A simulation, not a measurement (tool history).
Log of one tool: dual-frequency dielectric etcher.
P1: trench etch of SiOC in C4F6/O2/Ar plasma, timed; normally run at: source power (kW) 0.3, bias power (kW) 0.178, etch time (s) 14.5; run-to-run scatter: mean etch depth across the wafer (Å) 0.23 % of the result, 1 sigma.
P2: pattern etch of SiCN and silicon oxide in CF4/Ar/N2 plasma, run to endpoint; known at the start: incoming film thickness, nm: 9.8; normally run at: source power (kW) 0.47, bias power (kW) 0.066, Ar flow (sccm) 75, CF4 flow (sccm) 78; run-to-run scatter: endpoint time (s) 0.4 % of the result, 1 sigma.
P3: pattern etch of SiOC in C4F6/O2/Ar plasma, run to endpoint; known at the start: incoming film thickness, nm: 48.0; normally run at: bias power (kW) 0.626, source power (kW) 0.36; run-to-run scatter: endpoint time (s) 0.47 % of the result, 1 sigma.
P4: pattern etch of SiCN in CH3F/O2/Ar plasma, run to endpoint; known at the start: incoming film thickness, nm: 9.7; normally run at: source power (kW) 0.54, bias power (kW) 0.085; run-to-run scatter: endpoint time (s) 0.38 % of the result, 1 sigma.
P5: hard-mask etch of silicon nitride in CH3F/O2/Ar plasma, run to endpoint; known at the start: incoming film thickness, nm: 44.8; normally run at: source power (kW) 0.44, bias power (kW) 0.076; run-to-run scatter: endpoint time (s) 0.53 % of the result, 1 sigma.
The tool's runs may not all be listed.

run	hour	process that ran	source power (kW)	bias power (kW)	etch time (s)	Ar flow (sccm)	CF4 flow (sccm)	mean etch depth across the wafer (Å)	endpoint time (s)
1	7.1	P1	0.3	0.178	14.5			261.53	
2	16.2	P1	0.3	0.108	14.5			223.7	
3	22.3	P2	0.47	0.043		75	78		12.336
4	28.4	P4	0.54	0.085					21.494
5	38.5	P1	0.3	0.178	8.5			152.81	
6	48.2	P3	0.5	0.626					13.826
7	56.1	P4	0.54	0.052					25.502
8	61	P1	0.3	0.114	20.5			320.01	
9	67.3	P1	0.3	0.178	19			340.4	
10	75.3	P3	0.36	0.364					19.196
11	84.1	P4	0.4	0.085					24.34
12	91.3	P1	0.43	0.178	14.5			300.07	
13	98.7	P1	0.3	0.226	14.5			282.03	
14	105.8	P3	0.36	0.626					15.461
15	113	P1	0.3	0.178	14.5			260.98	
16	121.7	P2	0.57	0.066		75	78		9.0781
17	126.7	P1	0.3	0.125	17.5			281.41	
18	135.1	P2	0.47	0.066		75	78		10.79
# hour 144.4: wet clean of the chamber
19	144.8	P5	0.44	0.107					56.185
20	150.2	P1	0.23	0.178	14.5			235.17	
21	159.2	P1	0.3	0.178	14.5			259.64	
22	167.4	P2	0.47	0.066		104	78		11.297
23	177.6	P5	0.33	0.076					70.11
24	185	P5	0.44	0.076					62.737
25	192.2	P2	0.47	0.066		75	93		10.563
26	197	P1	0.3	0.178	14.5			261.96	
27	205.5	P5	0.44	0.076					62.74
28	211.7	P1	0.3	0.178	14.5			260.88	
29	221.9	P1	0.3	0.178	14.5			258.53	
30	229.3	P1	0.3	0.178	14.5			259.09	
31	237.5	P1	0.3	0.178	14.5			258.81	
32	245.1	P1	0.3	0.178	14.5			258.69	
33	255.9	P1	0.3	0.178	14.5			257.94	
# hour 258.5: wet clean of the chamber
34	262.6	P1	0.3	0.178	14.5			256.98	
35	268.3	P1	0.3	0.178	14.5			257.73	
36	277.8	P1	0.3	0.178	14.5			257.32	
37	285	P1	0.3	0.178	14.5			257.15	
38	294.7	P1	0.3	0.178	14.5			256.73	
39	305.3	P1	0.3	0.178	14.5			257.56	

What P1 gives has crept away from where it was. These 2 causes fit the log equally well, each at the size given:
A: source power that arrives under what is set, % = 3.66
B: bias power that arrives under what is set, % = 4.4
The creep began at about hour 211.7.
Why every other cause is out:
chamber walls in a state that lowers the etch rate, %: serviced at hour 258.5, which brought nothing back

4 check runs are offered, each on 2 wafers whose results are averaged, their results left as question marks. Which one tells the causes apart?
check 1	315.9	P2	0.47	0.05		75	90		?
check 2	315.9	P3	0.5	0.405					?
check 3	315.9	P4	0.54	0.062					?
check 4	315.9	P5	0.36	0.076					?

What each check would give under each cause:
check	result	if A	if B
check 1	endpoint time (s)	11.921	11.675
check 2	endpoint time (s)	16.448	16.482
check 3	endpoint time (s)	24.474	24.49
check 4	endpoint time (s)	68.909	69.02
How far apart the two closest causes lie, in the result that separates them most: check 1 2.09 %; check 2 0.21 %; check 3 0.06 %; check 4 0.16 %
Check 1 tells the causes apart: in the others they would give nearly the same result.

Check 1 was then run and gave: endpoint time (s) 11.899. Which cause is it?

It is A: source power that arrives under what is set, %.
